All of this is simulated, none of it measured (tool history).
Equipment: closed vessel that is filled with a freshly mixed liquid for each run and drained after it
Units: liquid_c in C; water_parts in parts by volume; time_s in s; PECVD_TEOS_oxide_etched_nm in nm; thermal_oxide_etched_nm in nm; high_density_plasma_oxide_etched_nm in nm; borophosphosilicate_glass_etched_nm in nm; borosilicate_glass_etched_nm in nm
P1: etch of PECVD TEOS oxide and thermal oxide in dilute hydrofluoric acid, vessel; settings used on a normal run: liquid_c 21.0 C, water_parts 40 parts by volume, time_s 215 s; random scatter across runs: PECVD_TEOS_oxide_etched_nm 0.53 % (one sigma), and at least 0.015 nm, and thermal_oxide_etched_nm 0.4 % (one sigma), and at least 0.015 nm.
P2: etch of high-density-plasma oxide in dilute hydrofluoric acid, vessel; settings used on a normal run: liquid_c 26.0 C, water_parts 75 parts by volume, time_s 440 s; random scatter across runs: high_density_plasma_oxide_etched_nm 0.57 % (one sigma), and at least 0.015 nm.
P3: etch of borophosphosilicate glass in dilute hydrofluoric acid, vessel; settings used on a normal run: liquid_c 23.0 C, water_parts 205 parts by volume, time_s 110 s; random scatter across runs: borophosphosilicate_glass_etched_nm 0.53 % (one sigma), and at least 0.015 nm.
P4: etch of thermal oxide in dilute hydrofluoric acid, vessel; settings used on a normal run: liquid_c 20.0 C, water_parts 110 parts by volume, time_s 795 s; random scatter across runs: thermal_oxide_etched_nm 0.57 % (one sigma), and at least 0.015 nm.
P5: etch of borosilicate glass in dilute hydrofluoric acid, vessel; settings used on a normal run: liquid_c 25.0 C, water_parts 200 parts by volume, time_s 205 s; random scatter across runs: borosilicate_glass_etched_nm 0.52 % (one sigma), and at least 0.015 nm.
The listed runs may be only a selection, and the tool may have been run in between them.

run,hour,process,liquid_c,water_parts,time_s,hours since the thermometer was replaced,hours since the hydrofluoric acid flow meter was replaced,PECVD_TEOS_oxide_etched_nm,thermal_oxide_etched_nm,high_density_plasma_oxide_etched_nm,borophosphosilicate_glass_etched_nm,borosilicate_glass_etched_nm
1,5.2,P1,21.0,40,215,528.3,326.2,48.657,24.7990,,,
2,8.7,P4,20.0,110,795,531.8,329.7,,28.4830,,,
3,13.1,P2,26.0,75,440,536.2,334.1,,,34.142,,
4,20.4,P3,23.0,55,110,543.5,341.4,,,,110.330,
5,23.9,P1,21.0,65,360,547.0,344.9,48.585,24.8420,,,
6,28.1,P2,26.0,75,440,551.2,349.1,,,34.093,,
7,35.5,P2,26.0,75,660,558.6,356.5,,,51.271,,
8,41.4,P4,20.0,65,795,564.5,362.4,,51.2290,,,
9,45.4,P3,23.0,205,45,568.5,366.4,,,,10.173,
10,51.5,P3,23.0,205,110,574.6,372.5,,,,25.033,
11,59.1,P4,20.0,110,795,582.2,380.1,,28.6780,,,
12,65.4,P1,21.0,40,215,588.5,386.4,47.895,24.8230,,,
13,72.8,P1,21.0,40,385,595.9,393.8,87.236,44.4880,,,
14,77.2,P3,17.0,205,110,600.3,398.2,,,,19.596,
15,82.6,P1,21.0,25,215,605.7,403.6,79.452,40.6370,,,
16,87.3,P5,30.5,200,205,610.4,408.3,,,,,39.7600
17,94.0,P1,27.5,40,215,617.1,415.0,63.734,32.5860,,,
18,98.9,P5,25.0,350,205,622.0,419.9,,,,,15.9610
19,104.7,P1,21.0,40,60,627.8,425.7,13.514,6.8677,,,
20,109.2,P2,32.0,75,440,632.3,430.2,,,43.295,,
21,114.8,P5,25.0,200,205,637.9,435.8,,,,,32.4540
22,121.4,P1,17.0,40,215,644.5,442.4,40.823,20.9270,,,
23,126.9,P1,21.0,65,215,650.0,447.9,28.745,14.7760,,,
24,130.5,P5,25.0,200,35,653.6,451.5,,,,,5.5668
25,136.5,P1,21.0,40,215,659.6,457.5,48.267,24.8690,,,
26,141.3,P5,25.0,200,205,664.4,462.3,,,,,32.6300
27,144.7,P2,26.0,20,440,667.8,465.7,,,140.060,,
28,150.9,P4,17.0,110,795,674.0,471.9,,25.5060,,,
29,156.5,P4,20.0,110,1465,679.6,477.5,,53.0500,,,
30,161.5,P1,21.0,40,215,684.6,482.5,48.031,24.8210,,,
31,169.2,P1,21.0,40,215,692.3,490.2,47.948,24.7990,,,
32,176.4,P1,21.0,40,215,699.5,497.4,51.126,26.2270,,,
33,179.7,P1,21.0,40,215,702.8,500.7,51.943,26.4760,,,
34,186.7,P1,21.0,40,215,709.8,507.7,53.004,27.0320,,,
35,193.3,P1,21.0,40,215,716.4,514.3,53.501,27.2380,,,
36,197.8,P1,21.0,40,215,720.9,518.8,53.394,27.4180,,,
37,203.8,P1,21.0,40,215,726.9,524.8,53.641,27.4580,,,

What P1 gives has crept off from where it sat before. The 2 causes that follow fit the log equally well, each at the size noted:
A: hydrofluoric acid flow above the setpoint (%) = 10
B: liquid hotter than its thermometer reads (K) = 2.38
Onset of the creep was near hour 169.2.

Below are 4 check runs, each on a single wafer, with their results shown as question marks. Which of them would tell the listed causes apart, meaning the causes would give clearly different results under it?
check 1,209.8,P3,17.5,55,110,,,,,,?,
check 2,209.8,P2,31.0,20,440,,,,,?,,
check 3,209.8,P4,17.0,110,1440,,,,?,,,
check 4,209.8,P5,25.0,350,40,,,,,,,?

What each check would give under each cause:
check,result,if A,if B
check 1,borophosphosilicate_glass_etched_nm,96.845,96.928
check 2,high_density_plasma_oxide_etched_nm,187.260,186.570
check 3,thermal_oxide_etched_nm,51.0120,50.6620
check 4,borosilicate_glass_etched_nm,3.5374,3.3719
Minimum pairwise separation of causes per check, each pair taken at its best-separating result: check 1 0.09 %; check 2 0.37 %; check 3 0.69 %; check 4 4.79 %
Check 4 is the one run that separates the causes; every other check would come out nearly the same whichever cause is at work.

Here is what check 4 returned: borosilicate_glass_etched_nm 3.3980 nm. Which cause is it?

Of the candidate causes, it is B: liquid hotter than its thermometer reads (K).
